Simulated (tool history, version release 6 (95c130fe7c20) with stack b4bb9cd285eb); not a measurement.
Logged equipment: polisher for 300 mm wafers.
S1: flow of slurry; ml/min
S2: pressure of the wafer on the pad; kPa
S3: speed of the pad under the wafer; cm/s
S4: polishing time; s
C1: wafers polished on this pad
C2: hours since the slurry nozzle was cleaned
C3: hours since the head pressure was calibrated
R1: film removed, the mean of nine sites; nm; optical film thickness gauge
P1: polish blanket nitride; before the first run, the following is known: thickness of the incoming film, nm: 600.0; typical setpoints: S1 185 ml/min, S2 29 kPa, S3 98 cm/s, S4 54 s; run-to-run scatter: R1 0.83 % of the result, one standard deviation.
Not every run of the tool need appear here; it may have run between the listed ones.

run,hour,S1,S2,S3,S4,C1,C2,C3,R1
1,7.2,185,29,98,54,494,177.5,158.1,113.37
# hour 12.7: head pressure recalibrated
2,16.5,185,29,98,54,578,186.8,3.9,114.81
3,22.8,185,29,138,54,635,193.1,10.2,151.83
4,29.9,185,44.8,98,54,699,200.2,17.3,175.96
5,34.9,110,29,98,54,744,205.2,22.3,102.81
6,45.2,260,29,98,54,837,215.5,32.6,118.72
7,54.6,185,29,98,54,922,224.9,42,114.24
8,63,185,29,98,54,998,233.3,50.4,113.33
9,69.5,185,29,50,54,1056,239.8,56.9,67
10,79.5,185,29,98,69,1147,249.8,66.9,145.77
11,88.5,185,13.1,98,54,1228,258.8,75.9,51.946
12,97.2,110,20,98,54,1307,267.5,84.6,71.225
13,104.3,185,29,98,54,1371,274.6,91.7,114.05
14,113,185,29,98,25,1449,283.3,100.4,51.473
15,118.7,185,29,98,54,1501,289,106.1,115.04
16,128,185,29,98,54,1585,298.3,115.4,111.08
17,135.6,185,29,98,54,1653,305.9,123,109.6
18,141.5,185,29,98,54,1707,311.8,128.9,108.52
19,148.9,185,29,98,54,1774,319.2,136.3,105.15
# hour 153.5: worn pad replaced by a new one
20,156.7,185,29,98,54,29,327,144.1,107.1
21,162.1,185,29,98,54,77,332.4,149.5,107.05
22,167,185,29,98,54,122,337.3,154.4,106.54
23,172.3,185,29,98,54,169,342.6,159.7,106.14
24,182.8,185,29,98,54,264,353.1,170.2,106.64
25,191.1,185,29,98,54,339,361.4,178.5,105.86

Something has made what P1 gives creep away from where it was; the 2 causes below, each at its own stated size, fit the log equally well:
A: slurry flow missing at the pad, % = 36.3
B: head's pressure below its setpoint, % = 7.62
Onset of the creep was near hour 118.7.
What rules out each remaining cause:
removal rate lost through wear of the pad, %: work on it at hour 153.5, done after the drift set in, did not restore what the process gave before

Which of the 4 check runs listed below, each an average over 2 wafers with its results shown as question marks, gives clearly different results under the different listed causes?
check 1,199.4,225,29,98,54,,,,?
check 2,199.4,185,29,118,54,,,,?
check 3,199.4,110,29,64,54,,,,?
check 4,199.4,225,13.1,98,54,,,,?

If the cause were each of the candidates in turn, the checks would give the following:
check,result,if A,if B
check 1,R1,109.26,107.84
check 2,R1,121.97,121.98
check 3,R1,64.898,68.023
check 4,R1,49.427,48.784
Per-check spread between the two closest causes, in the result where they differ most: check 1 1.31 %; check 2 0.01 %; check 3 4.7 %; check 4 1.31 %
Of the check runs offered, only check 3 discriminates between the causes; the rest would read about the same regardless of which cause applies.

Running check 3 produced the following: R1 64.718 nm. Which one of the listed causes fits?

Of the candidate causes, it is A: slurry flow missing at the pad, %.

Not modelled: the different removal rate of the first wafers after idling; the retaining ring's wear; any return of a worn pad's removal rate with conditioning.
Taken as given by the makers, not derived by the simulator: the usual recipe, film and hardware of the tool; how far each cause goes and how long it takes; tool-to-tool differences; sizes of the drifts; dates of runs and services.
